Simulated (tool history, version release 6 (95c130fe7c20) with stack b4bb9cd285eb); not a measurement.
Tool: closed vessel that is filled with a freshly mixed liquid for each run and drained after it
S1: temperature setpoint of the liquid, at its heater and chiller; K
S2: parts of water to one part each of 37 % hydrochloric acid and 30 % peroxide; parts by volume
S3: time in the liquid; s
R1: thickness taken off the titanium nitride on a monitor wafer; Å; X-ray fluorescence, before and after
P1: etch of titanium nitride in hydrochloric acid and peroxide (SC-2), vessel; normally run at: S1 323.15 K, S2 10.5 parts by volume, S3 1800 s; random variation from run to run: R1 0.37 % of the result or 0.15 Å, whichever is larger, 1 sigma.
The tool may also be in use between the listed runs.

run	hour	S1	S2	S3	R1
1	14.6	323.15	10.5	1800	477.010
2	30.8	323.15	10.5	1800	473.470
3	45.1	323.15	10.5	3525	926.460
4	60.0	323.15	10.5	1800	476.710
5	71.6	337.65	10.5	1800	1195.200
6	80.9	323.15	10.5	1800	474.280
7	88.8	338.65	4.0	1800	2644.400
8	100.0	323.15	10.5	1800	470.400
9	108.5	323.15	4.0	1800	994.010
10	116.0	323.15	4.0	515	282.640
11	125.1	323.15	10.5	85	22.352

The next listed run, before its measurement:
12	133.5	323.15	10.5	1800	?

R1: 472.700 Å

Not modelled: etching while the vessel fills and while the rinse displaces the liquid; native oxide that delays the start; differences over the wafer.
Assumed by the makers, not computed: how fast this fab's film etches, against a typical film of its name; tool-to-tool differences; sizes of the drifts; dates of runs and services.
